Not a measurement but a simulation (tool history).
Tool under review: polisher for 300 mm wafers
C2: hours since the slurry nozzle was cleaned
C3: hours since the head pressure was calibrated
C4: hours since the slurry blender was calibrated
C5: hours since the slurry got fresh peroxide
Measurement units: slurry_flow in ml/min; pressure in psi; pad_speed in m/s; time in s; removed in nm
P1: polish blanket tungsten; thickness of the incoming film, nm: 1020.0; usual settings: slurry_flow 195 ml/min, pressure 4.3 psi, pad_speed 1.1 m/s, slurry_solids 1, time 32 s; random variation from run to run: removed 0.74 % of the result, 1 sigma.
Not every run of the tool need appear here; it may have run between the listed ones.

{"run": 1, "day": 0.592, "slurry_flow": 195, "pressure": 4.3, "pad_speed": 1.1, "slurry_solids": 1, "time": 32, "wafers polished on this pad": 975, "C2": 357, "C3": 708.7, "C4": 129.8, "C5": 51.2, "removed": 174.09}
{"run": 2, "day": 0.867, "slurry_flow": 125, "pressure": 4.3, "pad_speed": 0.8, "slurry_solids": 1, "time": 32, "wafers polished on this pad": 1048, "C2": 363.6, "C3": 715.3, "C4": 136.4, "C5": 57.8, "removed": 117.15}
{"run": 3, "day": 1.329, "slurry_flow": 195, "pressure": 4.3, "pad_speed": 1.1, "slurry_solids": 1, "time": 32, "wafers polished on this pad": 1170, "C2": 374.7, "C3": 726.4, "C4": 147.5, "C5": 68.9, "removed": 174.03}
{"run": 4, "day": 1.825, "slurry_flow": 115, "pressure": 4.3, "pad_speed": 1.1, "slurry_solids": 1, "time": 32, "wafers polished on this pad": 1301, "C2": 386.6, "C3": 738.3, "C4": 159.4, "C5": 80.8, "removed": 155.72}
{"run": 5, "day": 2.188, "slurry_flow": 195, "pressure": 4.3, "pad_speed": 0.56, "slurry_solids": 1, "time": 32, "wafers polished on this pad": 1397, "C2": 395.3, "C3": 747, "C4": 168.1, "C5": 89.5, "removed": 88.471}
{"run": 6, "day": 2.658, "slurry_flow": 195, "pressure": 1.9, "pad_speed": 1.1, "slurry_solids": 1, "time": 32, "wafers polished on this pad": 1522, "C2": 406.6, "C3": 758.3, "C4": 179.4, "C5": 100.8, "removed": 77.931}
{"day": 2.992, "done": "worn pad replaced by a new one"}
{"run": 7, "day": 3.238, "slurry_flow": 195, "pressure": 4.3, "pad_speed": 1.1, "slurry_solids": 1, "time": 32, "wafers polished on this pad": 65, "C2": 420.5, "C3": 772.2, "C4": 193.3, "C5": 114.7, "removed": 173.62}
{"run": 8, "day": 3.612, "slurry_flow": 195, "pressure": 4.3, "pad_speed": 1.1, "slurry_solids": 1, "time": 50, "wafers polished on this pad": 165, "C2": 429.5, "C3": 781.2, "C4": 202.3, "C5": 123.7, "removed": 272.22}
{"run": 9, "day": 3.958, "slurry_flow": 195, "pressure": 4.3, "pad_speed": 1.1, "slurry_solids": 1, "time": 32, "wafers polished on this pad": 256, "C2": 437.8, "C3": 789.5, "C4": 210.6, "C5": 132, "removed": 176.7}
{"run": 10, "day": 4.338, "slurry_flow": 195, "pressure": 4.3, "pad_speed": 1.46, "slurry_solids": 1, "time": 32, "wafers polished on this pad": 357, "C2": 446.9, "C3": 798.6, "C4": 219.7, "C5": 141.1, "removed": 233.16}
{"run": 11, "day": 4.921, "slurry_flow": 195, "pressure": 6.7, "pad_speed": 1.1, "slurry_solids": 1, "time": 32, "wafers polished on this pad": 511, "C2": 460.9, "C3": 812.6, "C4": 233.7, "C5": 155.1, "removed": 272.87}
{"run": 12, "day": 5.258, "slurry_flow": 195, "pressure": 4.3, "pad_speed": 1.1, "slurry_solids": 1.4, "time": 32, "wafers polished on this pad": 600, "C2": 469, "C3": 820.7, "C4": 241.8, "C5": 163.2, "removed": 190.17}
{"run": 13, "day": 5.817, "slurry_flow": 195, "pressure": 4.3, "pad_speed": 1.1, "slurry_solids": 1, "time": 32, "wafers polished on this pad": 748, "C2": 482.4, "C3": 834.1, "C4": 255.2, "C5": 176.6, "removed": 177.83}
{"run": 14, "day": 6.262, "slurry_flow": 195, "pressure": 4.3, "pad_speed": 1.1, "slurry_solids": 1, "time": 32, "wafers polished on this pad": 866, "C2": 493.1, "C3": 844.8, "C4": 265.9, "C5": 187.3, "removed": 175.63}
{"run": 15, "day": 6.642, "slurry_flow": 300, "pressure": 4.3, "pad_speed": 1.1, "slurry_solids": 1, "time": 32, "wafers polished on this pad": 967, "C2": 502.2, "C3": 853.9, "C4": 275, "C5": 196.4, "removed": 182.1}
{"run": 16, "day": 7.096, "slurry_flow": 195, "pressure": 4.3, "pad_speed": 1.1, "slurry_solids": 1, "time": 14, "wafers polished on this pad": 1087, "C2": 513.1, "C3": 864.8, "C4": 285.9, "C5": 207.3, "removed": 75.561}

The next listed run, before its measurement:
{"run": 17, "day": 7.412, "slurry_flow": 195, "pressure": 4.3, "pad_speed": 1.1, "slurry_solids": 1, "time": 32, "wafers polished on this pad": 1171, "C2": 520.7, "C3": 872.4, "C4": 293.5, "C5": 214.9, "removed": "?"}

{"run 17": {"removed": 174.61}}
